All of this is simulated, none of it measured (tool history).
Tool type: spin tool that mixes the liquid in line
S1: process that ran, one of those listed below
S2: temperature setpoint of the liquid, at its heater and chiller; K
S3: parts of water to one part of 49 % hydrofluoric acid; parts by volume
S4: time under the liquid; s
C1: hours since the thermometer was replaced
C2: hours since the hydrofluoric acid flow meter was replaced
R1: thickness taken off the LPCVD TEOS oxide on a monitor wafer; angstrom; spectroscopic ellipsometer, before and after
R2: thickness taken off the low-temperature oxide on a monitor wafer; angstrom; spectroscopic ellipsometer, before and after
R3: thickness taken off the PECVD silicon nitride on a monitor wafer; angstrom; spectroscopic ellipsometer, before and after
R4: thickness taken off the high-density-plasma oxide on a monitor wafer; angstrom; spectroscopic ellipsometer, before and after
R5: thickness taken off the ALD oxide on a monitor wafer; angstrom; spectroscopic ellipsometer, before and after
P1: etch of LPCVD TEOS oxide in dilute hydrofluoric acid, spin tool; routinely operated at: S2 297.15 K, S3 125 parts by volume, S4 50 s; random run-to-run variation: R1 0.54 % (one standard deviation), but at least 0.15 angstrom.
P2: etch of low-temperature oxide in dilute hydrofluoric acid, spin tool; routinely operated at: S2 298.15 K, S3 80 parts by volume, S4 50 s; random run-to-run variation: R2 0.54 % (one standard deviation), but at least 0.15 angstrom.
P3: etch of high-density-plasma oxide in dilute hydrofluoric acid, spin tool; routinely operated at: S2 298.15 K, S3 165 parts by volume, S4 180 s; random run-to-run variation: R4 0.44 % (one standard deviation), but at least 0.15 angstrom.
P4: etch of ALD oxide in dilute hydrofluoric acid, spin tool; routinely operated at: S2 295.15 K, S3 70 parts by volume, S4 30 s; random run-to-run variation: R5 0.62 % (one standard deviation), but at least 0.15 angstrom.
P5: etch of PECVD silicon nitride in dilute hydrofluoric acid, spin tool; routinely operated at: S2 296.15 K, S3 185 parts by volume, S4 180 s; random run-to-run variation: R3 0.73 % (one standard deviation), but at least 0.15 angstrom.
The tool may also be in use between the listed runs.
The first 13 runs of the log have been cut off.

run,hour,S1,S2,S3,S4,C1,C2,R1,R2,R3,R4,R5
14,116.5,P4,295.15,20,30,548.9,40.7,,,,,161.300
15,123.7,P1,297.15,125,50,556.1,47.9,107.100,,,,
16,130.2,P1,297.15,125,95,562.6,54.4,203.360,,,,
17,141.3,P2,298.15,20,50,573.7,65.5,,564.09,,,
18,149.3,P3,298.15,165,50,581.7,73.5,,,,20.343,
19,161.4,P5,296.15,185,180,593.8,85.6,,,33.642,,
20,172.5,P4,290.15,70,30,604.9,96.7,,,,,35.509
21,178.4,P5,296.15,185,180,610.8,102.6,,,33.916,,
22,188.2,P1,297.15,125,50,620.6,112.4,106.980,,,,
23,194.1,P1,297.15,125,50,626.5,118.3,106.380,,,,
24,199.8,P2,298.15,80,50,632.2,124.0,,129.81,,,
25,208.2,P1,293.15,125,50,640.6,132.4,91.219,,,,
26,218.2,P2,298.15,80,50,650.6,142.4,,129.43,,,
27,223.4,P3,298.15,165,180,655.8,147.6,,,,73.372,
28,233.5,P1,297.15,195,50,665.9,157.7,63.822,,,,

Run 29 is up next; what results do you expect?
29,241.3,P1,297.15,125,25,673.7,165.5,?,,,,

R1: 53.635 angstrom
